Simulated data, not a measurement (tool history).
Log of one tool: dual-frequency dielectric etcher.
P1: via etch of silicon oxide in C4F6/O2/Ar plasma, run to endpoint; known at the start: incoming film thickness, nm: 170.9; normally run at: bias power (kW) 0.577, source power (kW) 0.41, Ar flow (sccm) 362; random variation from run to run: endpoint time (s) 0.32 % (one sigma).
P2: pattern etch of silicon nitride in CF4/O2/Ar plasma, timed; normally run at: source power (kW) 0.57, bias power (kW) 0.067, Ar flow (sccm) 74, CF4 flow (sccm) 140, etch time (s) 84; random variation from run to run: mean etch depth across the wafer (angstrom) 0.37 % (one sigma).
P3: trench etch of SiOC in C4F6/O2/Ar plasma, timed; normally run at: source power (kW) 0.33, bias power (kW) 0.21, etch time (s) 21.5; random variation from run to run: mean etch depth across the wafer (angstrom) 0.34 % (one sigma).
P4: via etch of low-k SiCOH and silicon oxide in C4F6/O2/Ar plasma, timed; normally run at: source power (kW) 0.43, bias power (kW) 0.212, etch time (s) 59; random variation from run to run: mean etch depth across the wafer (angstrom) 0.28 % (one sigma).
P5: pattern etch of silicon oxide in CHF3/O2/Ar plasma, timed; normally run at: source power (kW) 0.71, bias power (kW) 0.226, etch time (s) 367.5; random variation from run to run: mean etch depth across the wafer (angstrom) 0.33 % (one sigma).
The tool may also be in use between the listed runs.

| run | day | process that ran | bias power (kW) | source power (kW) | Ar flow (sccm) | etch time (s) | CF4 flow (sccm) | hours since the last wet clean | hours since the last bias power generator calibration | hours since the last source power generator calibration | hours since the last Ar flow controller change | endpoint time (s) | mean etch depth across the wafer (angstrom) |
|---|---|---|---|---|---|---|---|---|---|---|---|---|---|
| 1 | 0.2 | P1 | 0.577 | 0.41 | 362 |  |  | 298.9 | 2003.6 | 764.7 | 4279.8 | 36.093 |  |
| 2 | 0.375 | P3 | 0.21 | 0.26 |  | 21.5 |  | 303.1 | 2007.8 | 768.9 | 4284 |  | 399.12 |
| 3 | 0.75 | P5 | 0.226 | 0.52 |  | 367.5 |  | 312.1 | 2016.8 | 777.9 | 4293 |  | 7431.8 |
| 4 | 0.917 | P5 | 0.289 | 0.71 |  | 367.5 |  | 316.1 | 2020.8 | 781.9 | 4297 |  | 9098.8 |
| 5 | 1.088 | P3 | 0.21 | 0.33 |  | 15.5 |  | 320.2 | 2024.9 | 786 | 4301.1 |  | 315.1 |
| 6 | 1.296 | P2 | 0.047 | 0.57 | 74 | 84 | 140 | 325.2 | 2029.9 | 791 | 4306.1 |  | 1898 |
| 7 | 1.671 | P2 | 0.067 | 0.57 | 74 | 84 | 140 | 334.2 | 2038.9 | 800 | 4315.1 |  | 2146.7 |
| 8 | 2.046 | P4 | 0.212 | 0.58 |  | 59 |  | 343.2 | 2047.9 | 809 | 4324.1 |  | 2010.7 |
| 9 | 2.246 | P2 | 0.067 | 0.57 | 74 | 84 | 101 | 348 | 2052.7 | 813.8 | 4328.9 |  | 2082.2 |
| 10 | 2.562 | P1 | 0.577 | 0.41 | 450 |  |  | 355.6 | 2060.3 | 821.4 | 4336.5 | 36.895 |  |
| 11 | 2.762 | P1 | 0.577 | 0.48 | 485 |  |  | 360.4 | 2065.1 | 826.2 | 4341.3 | 35.059 |  |
| 12 | 3.021 | P4 | 0.212 | 0.43 |  | 88 |  | 366.6 | 2071.3 | 832.4 | 4347.5 |  | 2668.3 |
| 13 | 3.338 | P4 | 0.169 | 0.43 |  | 59 |  | 374.2 | 2078.9 | 840 | 4355.1 |  | 1658.8 |
| 14 | 3.638 | P3 | 0.296 | 0.33 |  | 21.5 |  | 381.4 | 2086.1 | 847.2 | 4362.3 |  | 493.82 |
| 15 | 3.925 | P1 | 0.396 | 0.41 | 289 |  |  | 388.3 | 2093 | 854.1 | 4369.2 | 40.572 |  |
| 16 | 4.258 | P1 | 0.577 | 0.52 | 362 |  |  | 396.3 | 2101 | 862.1 | 4377.2 | 33.14 |  |
| 17 | 4.483 | P1 | 0.698 | 0.41 | 362 |  |  | 401.7 | 2106.4 | 867.5 | 4382.6 | 33.758 |  |
| 18 | 4.717 | P1 | 0.577 | 0.41 | 215 |  |  | 407.3 | 2112 | 873.1 | 4388.2 | 34.136 |  |
| 19 | 5.046 | P1 | 0.577 | 0.41 | 362 |  |  | 415.2 | 2119.9 | 881 | 4396.1 | 36.192 |  |
| 20 | 5.317 | P1 | 0.577 | 0.41 | 362 |  |  | 421.7 | 2126.4 | 887.5 | 4402.6 | 36.172 |  |
| 21 | 5.512 | P5 | 0.226 | 0.71 |  | 367.5 |  | 426.4 | 2131.1 | 892.2 | 4407.3 |  | 8326.9 |
| 22 | 5.838 | P1 | 0.577 | 0.41 | 362 |  |  | 434.2 | 2138.9 | 900 | 4415.1 | 36.128 |  |
| 23 | 6.046 | P1 | 0.577 | 0.27 | 362 |  |  | 439.2 | 2143.9 | 905 | 4420.1 | 41.993 |  |
| 24 | 6.312 | P2 | 0.067 | 0.57 | 74 | 122 | 140 | 445.6 | 2150.3 | 911.4 | 4426.5 |  | 3116.3 |
| 25 | 6.617 | P1 | 0.387 | 0.41 | 362 |  |  | 452.9 | 2157.6 | 918.7 | 4433.8 | 42.116 |  |
| 26 | 6.912 | P5 | 0.226 | 0.71 |  | 529.5 |  | 460 | 2164.7 | 925.8 | 4440.9 |  | 12057 |
| 27 | 7.275 | P5 | 0.226 | 0.71 |  | 367.5 |  | 468.7 | 2173.4 | 934.5 | 4449.6 |  | 8343.2 |
| 28 | 7.483 | P1 | 0.577 | 0.41 | 362 |  |  | 473.7 | 2178.4 | 939.5 | 4454.6 | 36.085 |  |
| 29 | 7.804 | P1 | 0.577 | 0.52 | 255 |  |  | 481.4 | 2186.1 | 947.2 | 4462.3 | 31.826 |  |
| 30 | 7.996 | P4 | 0.212 | 0.43 |  | 59 |  | 486 | 2190.7 | 951.8 | 4466.9 |  | 1797.5 |
| 31 | 8.292 | P2 | 0.067 | 0.57 | 74 | 84 | 140 | 493.1 | 2197.8 | 958.9 | 4474 |  | 2153.6 |
| 32 | 8.679 | P3 | 0.21 | 0.33 |  | 21.5 |  | 502.4 | 2207.1 | 968.2 | 4483.3 |  | 436.56 |
| 33 | 9.042 | P2 | 0.067 | 0.57 | 50 | 84 | 140 | 511.1 | 2215.8 | 976.9 | 4492 |  | 2215.3 |
| 34 | 9.321 | P2 | 0.067 | 0.36 | 74 | 84 | 140 | 517.8 | 2222.5 | 983.6 | 4498.7 |  | 1436.4 |
| 35 | 9.612 | P1 | 0.577 | 0.41 | 362 |  |  | 524.8 | 2229.5 | 990.6 | 4505.7 | 36.122 |  |
| 36 | 9.904 | P1 | 0.577 | 0.41 | 362 |  |  | 531.8 | 2236.5 | 997.6 | 4512.7 | 35.772 |  |
| 37 | 10.112 | P1 | 0.577 | 0.41 | 362 |  |  | 536.8 | 2241.5 | 1002.6 | 4517.7 | 35.743 |  |
| 38 | 10.312 | P1 | 0.577 | 0.41 | 362 |  |  | 541.6 | 2246.3 | 1007.4 | 4522.5 | 35.566 |  |
|  | 10.496 | Ar flow controller replaced |
| 39 | 10.508 | P1 | 0.577 | 0.41 | 362 |  |  | 546.3 | 2251 | 1012.1 | 0.4 | 35.629 |  |
|  | 10.633 | wet clean of the chamber |
| 40 | 10.867 | P1 | 0.577 | 0.41 | 362 |  |  | 5.7 | 2259.6 | 1020.7 | 9 | 35.786 |  |
| 41 | 11.233 | P1 | 0.577 | 0.41 | 362 |  |  | 14.5 | 2268.4 | 1029.5 | 17.8 | 35.737 |  |

What P1 gives has crept away from where it was. These 2 causes fit the log equally well, each at the size given:
A: source power that arrives over what is set, % = 4.48
B: bias power that arrives over what is set, % = 4.3
The creep began at about day 9.612.
Why every other cause is out:
chamber walls in a state that raises the etch rate, %: serviced at day 10.633, which brought nothing back
Ar flow that arrives under what is set, %: serviced at day 10.496, which brought nothing back

4 check runs are offered, each on 2 wafers whose results are averaged, their results left as question marks. Which one tells the causes apart?
| check 1 | 11.6 | P2 | 0.067 | 0.57 | 53 | 84 | 108 |  |  |  |  |  | ? |
| check 2 | 11.6 | P5 | 0.279 | 0.71 |  | 513.5 |  |  |  |  |  |  | ? |
| check 3 | 11.6 | P3 | 0.287 | 0.33 |  | 21.5 |  |  |  |  |  |  | ? |
| check 4 | 11.6 | P4 | 0.212 | 0.57 |  | 59 |  |  |  |  |  |  | ? |

What each check would give under each cause:
| check | result | if A | if B |
|---|---|---|---|
| check 1 | mean etch depth across the wafer (angstrom) | 2239.9 | 2189.2 |
| check 2 | mean etch depth across the wafer (angstrom) | 12771 | 12756 |
| check 3 | mean etch depth across the wafer (angstrom) | 495.36 | 494.5 |
| check 4 | mean etch depth across the wafer (angstrom) | 2028.3 | 2021.1 |
How far apart the two closest causes lie, in the result that separates them most: check 1 2.29 %; check 2 0.12 %; check 3 0.17 %; check 4 0.36 %
Only check 1 tells the causes apart: in the others they would give nearly the same result.

Then check 1 was run and gave: mean etch depth across the wafer (angstrom) 2248.6. Which cause is it?

It is A: source power that arrives over what is set, %.
